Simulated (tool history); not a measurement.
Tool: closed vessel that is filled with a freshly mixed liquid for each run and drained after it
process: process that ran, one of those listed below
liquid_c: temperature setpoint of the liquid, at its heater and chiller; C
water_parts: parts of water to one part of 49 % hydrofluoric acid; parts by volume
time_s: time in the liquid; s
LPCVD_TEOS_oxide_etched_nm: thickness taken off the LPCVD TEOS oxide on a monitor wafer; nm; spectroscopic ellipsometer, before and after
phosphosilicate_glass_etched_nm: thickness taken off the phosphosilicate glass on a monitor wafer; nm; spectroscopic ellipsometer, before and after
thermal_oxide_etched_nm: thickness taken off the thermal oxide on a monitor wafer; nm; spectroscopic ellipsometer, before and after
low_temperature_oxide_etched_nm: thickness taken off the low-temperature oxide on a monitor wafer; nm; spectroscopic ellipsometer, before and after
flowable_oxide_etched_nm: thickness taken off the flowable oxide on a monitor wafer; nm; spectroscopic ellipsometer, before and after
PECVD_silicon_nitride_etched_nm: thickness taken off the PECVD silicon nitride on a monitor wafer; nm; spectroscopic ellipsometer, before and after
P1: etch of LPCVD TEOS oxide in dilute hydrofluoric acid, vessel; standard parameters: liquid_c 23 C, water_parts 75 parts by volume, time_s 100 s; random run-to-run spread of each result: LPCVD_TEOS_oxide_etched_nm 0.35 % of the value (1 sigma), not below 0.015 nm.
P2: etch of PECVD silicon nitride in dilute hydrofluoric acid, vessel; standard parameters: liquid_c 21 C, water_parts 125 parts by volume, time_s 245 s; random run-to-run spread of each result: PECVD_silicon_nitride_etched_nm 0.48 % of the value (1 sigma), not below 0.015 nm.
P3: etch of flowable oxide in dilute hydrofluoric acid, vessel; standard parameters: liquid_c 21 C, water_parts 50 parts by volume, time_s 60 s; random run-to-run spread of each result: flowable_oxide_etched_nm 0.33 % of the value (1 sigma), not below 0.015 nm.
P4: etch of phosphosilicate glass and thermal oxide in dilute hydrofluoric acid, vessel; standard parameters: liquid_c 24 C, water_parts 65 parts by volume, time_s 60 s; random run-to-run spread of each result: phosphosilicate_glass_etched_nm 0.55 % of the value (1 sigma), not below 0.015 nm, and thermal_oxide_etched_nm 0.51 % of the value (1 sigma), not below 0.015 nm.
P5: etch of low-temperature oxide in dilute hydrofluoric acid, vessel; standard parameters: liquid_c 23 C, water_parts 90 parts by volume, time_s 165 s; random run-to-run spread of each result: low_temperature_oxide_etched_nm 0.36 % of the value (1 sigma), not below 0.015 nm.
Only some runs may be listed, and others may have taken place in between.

run   hour  process  liquid_c  water_parts  time_s  hours since the thermometer was replaced  hours since the hydrofluoric acid flow meter was replaced  LPCVD_TEOS_oxide_etched_nm  phosphosilicate_glass_etched_nm  thermal_oxide_etched_nm  low_temperature_oxide_etched_nm  flowable_oxide_etched_nm  PECVD_silicon_nitride_etched_nm
  1    4.3       P1        23           75     100                                     556.3                                                      708.4                      37.696
  2    9.1       P1        17           20     100                                     561.1                                                      713.2                       116.7
  3   15.2       P4        24           65      60                                     567.2                                                      719.3                                                       152.72                   4.7034
  4   22.1       P1        23          120     175                                     574.1                                                      726.2                      39.065
  5   27.5       P1        23           75      30                                     579.5                                                      731.6                      11.217
  6   32.1       P5        17           90     165                                     584.1                                                      736.2                                                                                                                 19.561
  7   35.6       P3        21           20      60                                     587.6                                                      739.7                                                                                                                                           95.934
  8   42.2       P2        27          125     245                                     594.2                                                      746.3                                                                                                                                                                             7.956
  9   45.9       P3        21           50      60                                     597.9                                                        750                                                                                                                                           37.303
 10   49.6       P1        23           25     100                                     601.6                                                      753.7                      120.55
 11   53.1       P1      30.5           75     100                                     605.1                                                      757.2                      50.307
 12   60.7       P2        21          215     245                                     612.7                                                      764.8                                                                                                                                                                            3.1385
 13   67.4       P1        23           75     100                                     619.4                                                      771.5                      37.466
 14   71.7       P3        21           50      30                                     623.7                                                      775.8                                                                                                                                           18.503
 15   79.7       P2        21          125      30                                     631.7                                                      783.8                                                                                                                                                                           0.64499
 16     87       P5        23           90      30                                       639                                                      791.1                                                                                                                 4.5554
 17   94.2       P3        17           50      60                                     646.2                                                      798.3                                                                                                                                            31.27
 18  101.8       P4      31.5           65      60                                     653.8                                                      805.9                                                       203.66                   6.3642
 19    109       P1        23           75     100                                       661                                                      813.1                      37.762
 20    116       P1        23           75     100                                       668                                                      820.1                      37.493
 21    123       P4        24           65      60                                       675                                                      827.1                                                       152.74                   4.6987
 22  127.1       P1        23           75     100                                     679.1                                                      831.2                      37.693
 23  134.9       P1        23          120     100                                     686.9                                                        839                      22.254
 24  141.8       P4        24          105      60                                     693.8                                                      845.9                                                       90.074                   2.8148
 25  149.4       P1        23           75     175                                     701.4                                                      853.5                      65.632
 26  153.1       P5        23           90     165                                     705.1                                                      857.2                                                                                                                 25.091
 27  159.1       P1        23           20     190                                     711.1                                                      863.2                      286.56
 28  165.2       P5        23           90     165                                     717.2                                                      869.3                                                                                                                 24.984
     166.9  -- thermometer replaced
 29  169.8       P1        19           75     100                                         3                                                      873.9                      31.883
 30  176.2       P5        23           50     165                                       9.4                                                      880.3                                                                                                                 47.536
 31  180.6       P4        24           65      90                                      13.8                                                      884.7                                                       229.45                   7.0573
 32    185       P3        21           50      60                                      18.2                                                      889.1                                                                                                                                           37.099
 33  191.5       P2        21          125     245                                      24.7                                                      895.6                                                                                                                                                                             5.341
 34  196.6       P2        21          125     245                                      29.8                                                      900.7                                                                                                                                                                            5.3591
 35  201.2       P1        23           75     100                                      34.4                                                      905.3                      37.632
 36  207.3       P1        23           75     100                                      40.5                                                      911.4                       37.41
 37  210.9       P1        23           75     100                                      44.1                                                        915                      38.186
 38    215       P1        23           75     100                                      48.2                                                      919.1                      38.846
 39  219.8       P1        23           75     100                                        53                                                      923.9                      39.036
 40  225.9       P1        23           75     100                                      59.1                                                        930                       39.51
 41  230.5       P1        23           75     100                                      63.7                                                      934.6                      39.805
 42  236.5       P1        23           75     100                                      69.7                                                      940.6                      39.789
 43  242.3       P1        23           75     100                                      75.5                                                      946.4                      40.071
 44  248.4       P1        23           75     100                                      81.6                                                      952.5                      40.217
 45  252.8       P1        23           75     100                                        86                                                      956.9                      40.155
 46  257.8       P1        23           75     100                                        91                                                      961.9                      40.263
 47  262.8       P1        23           75     100                                        96                                                      966.9                      39.964

P1 no longer gives what it gave before; its output has crept away from where it was. The following 2 causes, each at its listed size, fit the log equally well:
A: hydrofluoric acid flow above the setpoint (%) = 6.21
B: liquid hotter than its thermometer reads (K) = 1.63
Creep in the process output first set in at about hour 207.3.

Which of the 4 check runs listed below separates the causes, so that each cause would produce a clearly different result? Each run uses one wafer, and its results are marked with question marks.
check 1  267.8       P3        21           50      60                                                                                                                                                                                                                                                     ?
check 2  267.8       P5        23           90     165                                                                                                                                                                                                                           ?
check 3  267.8       P4        24           65      60                                                                                                                                                                 ?                        ?
check 4  267.8       P2        21          125     245                                                                                                                                                                                                                                                                                      ?

Check results expected under each cause:
  check                           result    if A    if B
check 1         flowable_oxide_etched_nm  39.473   39.65
check 2  low_temperature_oxide_etched_nm  26.808  26.768
check 3  phosphosilicate_glass_etched_nm  162.23  162.34
check 3          thermal_oxide_etched_nm  5.0421  5.0455
check 4  PECVD_silicon_nitride_etched_nm   5.675  5.9617
Gap, in per cent, between the two causes that each check separates least, read from the result that separates them most: check 1 0.45 %; check 2 0.15 %; check 3 0.07 %; check 4 4.93 %
Only in check 4 would the causes give clearly different results; in the remaining checks their results would be nearly the same.

Then check 4 was run and gave: PECVD_silicon_nitride_etched_nm 5.9472 nm. Which cause is it?

It was cause B: liquid hotter than its thermometer reads (K).
